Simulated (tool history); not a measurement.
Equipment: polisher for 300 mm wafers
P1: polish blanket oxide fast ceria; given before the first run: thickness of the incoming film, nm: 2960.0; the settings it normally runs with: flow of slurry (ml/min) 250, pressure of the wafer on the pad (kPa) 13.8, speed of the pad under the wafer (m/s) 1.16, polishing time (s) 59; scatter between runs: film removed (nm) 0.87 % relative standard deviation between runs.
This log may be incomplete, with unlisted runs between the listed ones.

run   hour  flow of slurry (ml/min)  pressure of the wafer on the pad (kPa)  speed of the pad under the wafer (m/s)  polishing time (s)  wafers polished on this pad  hours since the slurry nozzle was cleaned  hours since the head pressure was calibrated  film removed (nm)
  1   10.0                      250                                    13.8                                    1.16                  59                          135                                      159.5                                         437.4             676.18
  2   16.9                      250                                    13.8                                    1.16                  59                          176                                      166.4                                         444.3             680.72
  3   25.3                      250                                    13.8                                    1.16                  59                          226                                      174.8                                         452.7             676.43
  4   33.9                      320                                    20.0                                    1.16                  59                          276                                      183.4                                         461.3            1003.60
  5   42.7                      315                                    13.8                                    1.16                  59                          328                                      192.2                                         470.1             697.59
  6   51.2                      250                                    13.8                                    0.56                  59                          378                                      200.7                                         478.6             320.94
  7   60.3                      250                                     8.3                                    1.16                  59                          432                                      209.8                                         487.7             401.37
  8   67.6                      250                                    13.8                                    1.78                  59                          475                                      217.1                                         495.0            1023.80
  9   73.2                      150                                    13.8                                    1.16                  59                          508                                      222.7                                         500.6             638.13
 10   78.9                      250                                    20.7                                    1.16                  59                          542                                      228.4                                         506.3            1006.50
      83.3  -- head pressure recalibrated
 11   86.4                      250                                    13.8                                    1.16                  27                          586                                      235.9                                           3.2             311.64
 12   92.7                      250                                    13.8                                    1.16                  59                          623                                      242.2                                           9.5             680.11
 13  102.4                      250                                    13.8                                    1.16                  94                          680                                      251.9                                          19.2            1077.30
 14  110.9                      250                                    13.8                                    1.16                  59                          730                                      260.4                                          27.7             678.32
 15  119.7                      250                                    13.8                                    1.16                  59                          782                                      269.2                                          36.5             675.84
 16  124.8                      250                                    13.8                                    1.16                  59                          812                                      274.3                                          41.6             668.86
 17  131.5                      250                                    13.8                                    1.16                  59                          852                                      281.0                                          48.3             664.94
 18  140.6                      250                                    13.8                                    1.16                  59                          906                                      290.1                                          57.4             656.97

Run 19 comes next. What will it give?
 19  149.2                      250                                    13.8                                    1.16                  59                          956                                      298.7                                          66.0                  ?

film removed (nm): 644.62
